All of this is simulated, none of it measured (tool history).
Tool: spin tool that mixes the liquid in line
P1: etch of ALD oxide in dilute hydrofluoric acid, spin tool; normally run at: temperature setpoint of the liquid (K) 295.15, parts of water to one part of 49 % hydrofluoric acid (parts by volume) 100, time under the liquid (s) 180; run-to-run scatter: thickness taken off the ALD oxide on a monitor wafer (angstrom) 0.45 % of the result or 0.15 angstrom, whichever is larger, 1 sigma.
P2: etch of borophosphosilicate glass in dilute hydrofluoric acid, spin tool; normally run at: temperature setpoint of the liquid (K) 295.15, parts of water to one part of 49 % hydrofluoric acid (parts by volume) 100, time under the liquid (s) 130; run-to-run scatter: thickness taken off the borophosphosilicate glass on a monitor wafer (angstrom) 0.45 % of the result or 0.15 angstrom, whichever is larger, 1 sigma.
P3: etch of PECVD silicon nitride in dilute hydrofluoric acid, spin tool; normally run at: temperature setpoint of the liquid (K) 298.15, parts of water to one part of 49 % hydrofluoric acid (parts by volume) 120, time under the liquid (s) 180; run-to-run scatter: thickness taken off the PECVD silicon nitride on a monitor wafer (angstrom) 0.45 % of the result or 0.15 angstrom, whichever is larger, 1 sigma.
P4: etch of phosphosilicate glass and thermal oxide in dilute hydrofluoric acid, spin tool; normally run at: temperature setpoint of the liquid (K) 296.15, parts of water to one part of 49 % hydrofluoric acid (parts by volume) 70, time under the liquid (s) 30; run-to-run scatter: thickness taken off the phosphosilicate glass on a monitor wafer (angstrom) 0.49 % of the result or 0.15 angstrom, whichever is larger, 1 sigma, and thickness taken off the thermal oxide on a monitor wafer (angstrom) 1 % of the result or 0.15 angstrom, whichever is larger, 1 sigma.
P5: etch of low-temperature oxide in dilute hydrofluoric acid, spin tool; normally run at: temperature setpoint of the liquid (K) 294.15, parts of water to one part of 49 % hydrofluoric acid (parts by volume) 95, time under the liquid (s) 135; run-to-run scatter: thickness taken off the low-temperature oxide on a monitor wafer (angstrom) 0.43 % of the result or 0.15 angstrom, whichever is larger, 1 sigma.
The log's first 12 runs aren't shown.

run,day,process that ran,temperature setpoint of the liquid (K),parts of water to one part of 49 % hydrofluoric acid (parts by volume),time under the liquid (s),thickness taken off the ALD oxide on a monitor wafer (angstrom),thickness taken off the phosphosilicate glass on a monitor wafer (angstrom),thickness taken off the thermal oxide on a monitor wafer (angstrom),thickness taken off the low-temperature oxide on a monitor wafer (angstrom),thickness taken off the borophosphosilicate glass on a monitor wafer (angstrom),thickness taken off the PECVD silicon nitride on a monitor wafer (angstrom)
13,3.796,P1,295.15,100,180,196.82,,,,,
14,4.2,P4,299.65,70,30,,310.29,24.213,,,
15,4.421,P1,295.15,170,180,106.02,,,,,
16,4.846,P5,294.15,160,135,,,,245.74,,
17,5.188,P3,298.15,120,15,,,,,,4.5731
18,5.508,P1,290.15,100,180,158.3,,,,,
19,5.783,P1,295.15,100,180,195.76,,,,,
20,6.192,P1,301.15,100,105,144.33,,,,,
# day 6.55: hydrofluoric acid flow meter replaced
21,6.588,P2,295.15,100,130,,,,,578.03,
22,7.025,P5,294.15,95,265,,,,868.83,,
23,7.392,P1,295.15,100,35,37.849,,,,,
24,7.804,P2,295.15,100,40,,,,,177.27,
25,8.188,P2,291.15,100,130,,,,,484.61,
26,8.479,P3,292.15,120,180,,,,,,38.126
27,8.842,P1,295.15,35,180,603.01,,,,,
28,9.067,P4,296.15,70,30,,268.67,20.422,,,
29,9.504,P3,298.15,120,180,,,,,,57.066
30,9.746,P1,300.15,60,180,416.44,,,,,
31,10.162,P1,295.15,100,180,193.77,,,,,
32,10.492,P1,295.15,100,180,200.35,,,,,
33,10.908,P1,295.15,100,180,203.33,,,,,

The next listed run, before its measurement:
34,11.192,P1,295.15,100,180,?,,,,,

Run 34 gave thickness taken off the ALD oxide on a monitor wafer (angstrom) 204.81.

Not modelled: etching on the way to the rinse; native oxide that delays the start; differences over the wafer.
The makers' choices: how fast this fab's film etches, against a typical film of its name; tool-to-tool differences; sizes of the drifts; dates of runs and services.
